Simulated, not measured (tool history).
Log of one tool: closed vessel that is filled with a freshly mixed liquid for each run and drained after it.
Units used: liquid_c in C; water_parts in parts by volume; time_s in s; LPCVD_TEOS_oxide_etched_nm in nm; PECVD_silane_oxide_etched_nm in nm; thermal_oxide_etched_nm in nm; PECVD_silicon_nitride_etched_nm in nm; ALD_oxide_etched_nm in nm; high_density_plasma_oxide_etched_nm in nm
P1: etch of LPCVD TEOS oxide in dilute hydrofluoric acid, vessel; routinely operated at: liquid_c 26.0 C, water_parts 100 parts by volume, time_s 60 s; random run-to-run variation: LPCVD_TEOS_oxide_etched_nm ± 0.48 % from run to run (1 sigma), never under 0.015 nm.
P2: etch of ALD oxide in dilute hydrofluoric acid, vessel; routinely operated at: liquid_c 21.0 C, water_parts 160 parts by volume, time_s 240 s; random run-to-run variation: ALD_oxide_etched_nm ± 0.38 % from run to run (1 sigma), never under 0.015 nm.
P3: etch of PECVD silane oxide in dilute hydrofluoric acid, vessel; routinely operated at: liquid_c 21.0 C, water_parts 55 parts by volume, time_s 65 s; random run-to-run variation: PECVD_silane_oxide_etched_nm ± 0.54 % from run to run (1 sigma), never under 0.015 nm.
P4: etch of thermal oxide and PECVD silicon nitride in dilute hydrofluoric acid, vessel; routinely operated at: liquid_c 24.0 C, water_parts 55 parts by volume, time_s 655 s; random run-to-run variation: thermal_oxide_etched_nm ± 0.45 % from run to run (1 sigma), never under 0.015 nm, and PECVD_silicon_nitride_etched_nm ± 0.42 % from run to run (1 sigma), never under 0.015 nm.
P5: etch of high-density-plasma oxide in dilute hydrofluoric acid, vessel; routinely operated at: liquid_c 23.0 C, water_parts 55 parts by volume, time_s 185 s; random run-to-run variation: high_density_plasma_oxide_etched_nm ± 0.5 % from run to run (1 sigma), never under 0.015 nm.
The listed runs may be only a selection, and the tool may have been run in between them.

| run | hour | process | liquid_c | water_parts | time_s | hours since the thermometer was replaced | hours since the hydrofluoric acid flow meter was replaced | LPCVD_TEOS_oxide_etched_nm | PECVD_silane_oxide_etched_nm | thermal_oxide_etched_nm | PECVD_silicon_nitride_etched_nm | ALD_oxide_etched_nm | high_density_plasma_oxide_etched_nm |
|---|---|---|---|---|---|---|---|---|---|---|---|---|---|
| 1 | 7.2 | P1 | 26.0 | 100 | 60 | 476.1 | 680.6 | 27.665 |  |  |  |  |  |
| 2 | 19.4 | P1 | 26.0 | 100 | 60 | 488.3 | 692.8 | 27.439 |  |  |  |  |  |
| 3 | 26.8 | P1 | 19.0 | 100 | 60 | 495.7 | 700.2 | 20.675 |  |  |  |  |  |
| 4 | 33.3 | P1 | 26.0 | 100 | 60 | 502.2 | 706.7 | 27.505 |  |  |  |  |  |
| 5 | 39.3 | P3 | 21.0 | 95 | 65 | 508.2 | 712.7 |  | 30.403 |  |  |  |  |
| 6 | 46.0 | P1 | 26.0 | 100 | 60 | 514.9 | 719.4 | 27.684 |  |  |  |  |  |
| 7 | 56.8 | P4 | 24.0 | 55 | 205 | 525.7 | 730.2 |  |  | 18.453 | 20.480 |  |  |
| 8 | 66.4 | P4 | 24.0 | 55 | 655 | 535.3 | 739.8 |  |  | 58.970 | 65.119 |  |  |
| 9 | 74.2 | P2 | 21.0 | 290 | 240 | 543.1 | 747.6 |  |  |  |  | 9.0037 |  |
| 10 | 82.6 | P1 | 26.0 | 100 | 60 | 551.5 | 756.0 | 27.540 |  |  |  |  |  |
| 11 | 93.5 | P1 | 34.0 | 100 | 60 | 562.4 | 766.9 | 36.982 |  |  |  |  |  |
| 12 | 105.7 | P3 | 21.0 | 55 | 65 | 574.6 | 779.1 |  | 55.316 |  |  |  |  |
| 13 | 117.4 | P4 | 24.0 | 55 | 655 | 586.3 | 790.8 |  |  | 58.842 | 65.102 |  |  |
| 14 | 125.7 | P1 | 26.0 | 100 | 30 | 594.6 | 799.1 | 13.744 |  |  |  |  |  |
| 15 | 132.4 | P4 | 24.0 | 100 | 655 | 601.3 | 805.8 |  |  | 30.576 | 36.179 |  |  |
| 16 | 138.3 | P1 | 26.0 | 100 | 100 | 607.2 | 811.7 | 45.843 |  |  |  |  |  |
| 17 | 144.8 | P3 | 21.0 | 55 | 65 | 613.7 | 818.2 |  | 55.037 |  |  |  |  |
| 18 | 154.7 | P5 | 23.0 | 55 | 350 | 623.6 | 828.1 |  |  |  |  |  | 43.834 |
| 19 | 168.0 | P3 | 17.0 | 55 | 65 | 636.9 | 841.4 |  | 46.186 |  |  |  |  |
| 20 | 174.3 | P2 | 17.0 | 160 | 240 | 643.2 | 847.7 |  |  |  |  | 15.7340 |  |
| 21 | 184.3 | P5 | 23.0 | 20 | 185 | 653.2 | 857.7 |  |  |  |  |  | 66.930 |
| 22 | 193.9 | P3 | 21.0 | 55 | 30 | 662.8 | 867.3 |  | 25.430 |  |  |  |  |
| 23 | 200.7 | P4 | 31.0 | 55 | 655 | 669.6 | 874.1 |  |  | 78.231 | 102.050 |  |  |
| 24 | 213.8 | P2 | 21.0 | 160 | 240 | 682.7 | 887.2 |  |  |  |  | 18.5320 |  |
| 25 | 224.1 | P5 | 29.0 | 55 | 185 | 693.0 | 897.5 |  |  |  |  |  | 29.636 |
| 26 | 233.9 | P5 | 23.0 | 55 | 185 | 702.8 | 907.3 |  |  |  |  |  | 23.315 |
| 27 | 246.4 | P2 | 21.0 | 160 | 120 | 715.3 | 919.8 |  |  |  |  | 9.2830 |  |
| 28 | 255.9 | P1 | 26.0 | 60 | 60 | 724.8 | 929.3 | 48.669 |  |  |  |  |  |
| 29 | 266.4 | P1 | 22.5 | 165 | 60 | 735.3 | 939.8 | 13.485 |  |  |  |  |  |
| 30 | 275.6 | P1 | 26.0 | 170 | 60 | 744.5 | 949.0 | 14.887 |  |  |  |  |  |
| 31 | 285.7 | P1 | 26.0 | 100 | 60 | 754.6 | 959.1 | 27.429 |  |  |  |  |  |
| 32 | 295.0 | P1 | 26.0 | 100 | 60 | 763.9 | 968.4 | 28.537 |  |  |  |  |  |
| 33 | 307.7 | P1 | 26.0 | 100 | 60 | 776.6 | 981.1 | 29.235 |  |  |  |  |  |

Run 34 has not been measured yet. What should we expect?
| 34 | 320.2 | P1 | 26.0 | 100 | 60 | 789.1 | 993.6 | ? |  |  |  |  |  |

LPCVD_TEOS_oxide_etched_nm: 29.776 nm
